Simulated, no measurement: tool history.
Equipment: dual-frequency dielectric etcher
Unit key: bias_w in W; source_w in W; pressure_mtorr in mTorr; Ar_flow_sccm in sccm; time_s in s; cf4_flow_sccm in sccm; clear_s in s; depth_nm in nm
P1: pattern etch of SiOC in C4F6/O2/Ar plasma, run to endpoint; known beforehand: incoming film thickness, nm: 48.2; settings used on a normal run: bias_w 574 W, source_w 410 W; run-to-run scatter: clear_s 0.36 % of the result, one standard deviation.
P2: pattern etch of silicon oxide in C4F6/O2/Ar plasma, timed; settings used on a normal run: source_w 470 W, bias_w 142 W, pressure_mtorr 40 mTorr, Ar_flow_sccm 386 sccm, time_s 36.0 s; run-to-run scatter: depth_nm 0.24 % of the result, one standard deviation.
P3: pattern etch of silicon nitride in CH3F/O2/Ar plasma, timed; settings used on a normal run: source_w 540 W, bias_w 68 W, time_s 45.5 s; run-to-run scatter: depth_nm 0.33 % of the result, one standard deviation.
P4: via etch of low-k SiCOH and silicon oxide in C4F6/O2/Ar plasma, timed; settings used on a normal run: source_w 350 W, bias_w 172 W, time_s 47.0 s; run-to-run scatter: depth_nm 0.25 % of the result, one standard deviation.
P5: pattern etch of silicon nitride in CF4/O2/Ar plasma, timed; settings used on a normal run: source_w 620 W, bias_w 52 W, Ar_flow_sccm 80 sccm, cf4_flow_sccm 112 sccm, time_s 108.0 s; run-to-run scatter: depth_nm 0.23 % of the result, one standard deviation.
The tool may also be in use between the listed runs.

run     day  process  bias_w  source_w  pressure_mtorr  Ar_flow_sccm  time_s  cf4_flow_sccm  hours since the last wet clean  hours since the last bias power generator calibration  hours since the last source power generator calibration  clear_s  depth_nm
  1   0.279       P1     574       410                                                                                303.9                                                  422.2                                                   1364.9   15.072
  2   0.679       P1     574       410                                                                                313.5                                                  431.8                                                   1374.5   15.109
  3   1.071       P2     142       350              40           386    36.0                                          322.9                                                  441.2                                                   1383.9             92.293
  4   1.438       P1     733       410                                                                                331.7                                                  450.0                                                   1392.7   13.793
  5   1.962       P5      52       620                            80   108.0            112                           344.3                                                  462.6                                                   1405.3            270.070
  6   2.408       P5      52       620                            80   108.0             67                           355.0                                                  473.3                                                   1416.0            252.610
  7   2.900       P3      68       540                                  59.0                                          366.8                                                  485.1                                                   1427.8             46.092
  8   3.442       P2     142       470              40           386    36.0                                          379.8                                                  498.1                                                   1440.8            103.360
  9   3.942       P4     172       250                                  47.0                                          391.8                                                  510.1                                                   1452.8            101.330
 10   4.446       P3      47       540                                  45.5                                          403.9                                                  522.2                                                   1464.9             31.662
 11   4.825       P4     205       350                                  47.0                                          413.0                                                  531.3                                                   1474.0            122.120
 12   5.225       P5      52       410                            80   108.0            112                           422.6                                                  540.9                                                   1483.6            188.010
 13   5.596       P2     142       470              40           386    26.5                                          431.5                                                  549.8                                                   1492.5             75.874
 14   5.871       P3      68       400                                  45.5                                          438.1                                                  556.4                                                   1499.1             31.618
 15   6.362       P2     142       470              40           308    36.0                                          449.9                                                  568.2                                                   1510.9            105.930
 16   6.996       P3      68       540                                  45.5                                          465.1                                                  583.4                                                   1526.1             35.648
 17   7.529       P5      30       620                            80   108.0            112                           477.9                                                  596.2                                                   1538.9            225.100
 18   7.900       P1     574       410                                                                                486.8                                                  605.1                                                   1547.8   14.956
 19   8.525       P1     347       410                                                                                501.8                                                  620.1                                                   1562.8   18.031
 20   8.925       P3      68       540                                  45.5                                          511.4                                                  629.7                                                   1572.4             35.509
      8.962  -- source power generator calibrated
 21   9.362       P2     142       470              29           386    36.0                                          521.9                                                  640.2                                                      9.6            107.430
 22   9.792       P4     172       350                                  47.0                                          532.2                                                  650.5                                                     19.9            114.800
 23  10.158       P1     467       540                                                                                541.0                                                  659.3                                                     28.7   14.652
 24  10.567       P5      52       620                            80    81.0            112                           550.8                                                  669.1                                                     38.5            202.560
 25  11.196       P2     111       470              40           386    36.0                                          565.9                                                  684.2                                                     53.6             96.999
 26  11.700       P1     388       320                                                                                578.0                                                  696.3                                                     65.7   19.090
 27  12.071       P5      52       620                            97   108.0            112                           586.9                                                  705.2                                                     74.6            263.950
 28  12.512       P1     574       410                                                                                597.5                                                  715.8                                                     85.2   15.108
 29  12.996       P1     574       410                                                                                609.1                                                  727.4                                                     96.8   14.994
 30  13.512       P1     574       500                                                                                621.5                                                  739.8                                                    109.2   14.061
 31  13.912       P4     172       350                                  67.0                                          631.1                                                  749.4                                                    118.8            163.620
 32  14.233       P1     574       320                                                                                638.8                                                  757.1                                                    126.5   16.487
 33  14.575       P2     142       470              40           386    36.0                                          647.0                                                  765.3                                                    134.7            103.610
 34  15.150       P1     574       410                                                                                660.8                                                  779.1                                                    148.5   15.047
 35  15.758       P1     574       410                                                                                675.4                                                  793.7                                                    163.1   15.099
 36  16.117       P1     574       410                                                                                684.0                                                  802.3                                                    171.7   15.171
 37  16.417       P1     574       410                                                                                691.2                                                  809.5                                                    178.9   15.150
 38  16.871       P1     574       410                                                                                702.1                                                  820.4                                                    189.8   15.305
     16.979  -- wet clean of the chamber
 39  17.408       P1     574       410                                                                                 10.4                                                  833.3                                                    202.7   15.342
 40  17.821       P1     574       410                                                                                 20.3                                                  843.2                                                    212.6   15.234
 41  18.325       P1     574       410                                                                                 32.4                                                  855.3                                                    224.7   15.211
 42  18.688       P1     574       410                                                                                 41.1                                                  864.0                                                    233.4   15.481
 43  19.088       P1     574       410                                                                                 50.7                                                  873.6                                                    243.0   15.362
 44  19.425       P1     574       410                                                                                 58.8                                                  881.7                                                    251.1   15.271

What P1 gives has crept away from where it was. These 2 causes fit the log equally well, each at the size given:
A: source power that arrives under what is set, % = 4.84
B: bias power that arrives under what is set, % = 4.69
The drift started at roughly day 15.150.
Every other cause this tool's parts could produce, and why it does not fit the log:
chamber walls in a state that lowers the etch rate, %: serviced after onset, at day 16.979, with no recovery of the prior output

Each of the 4 check runs below uses one wafer; its results are left as question marks. Which run tells the causes apart?
check 1  19.762       P5      52       620                            80   108.0            112                                                                                                                                                                  ?
check 2  19.762       P4     172       350                                  47.0                                                                                                                                                                                 ?
check 3  19.762       P2     142       470              40           386    36.0                                                                                                                                                                                 ?
check 4  19.762       P3      68       540                                  45.5                                                                                                                                                                                 ?

What each check would give under each cause:
  check    result     if A     if B
check 1  depth_nm  258.370  265.290
check 2  depth_nm  112.960  113.430
check 3  depth_nm  101.470  102.040
check 4  depth_nm   34.843   34.957
Per-check spread between the two closest causes, in the result where they differ most: check 1 2.64 %; check 2 0.42 %; check 3 0.56 %; check 4 0.33 %
Only check 1 tells the causes apart: in the others they would give nearly the same result.

Running check 1 produced the following: depth_nm 266.050 nm. Which one of the listed causes fits?

It was cause B: bias power that arrives under what is set, %.
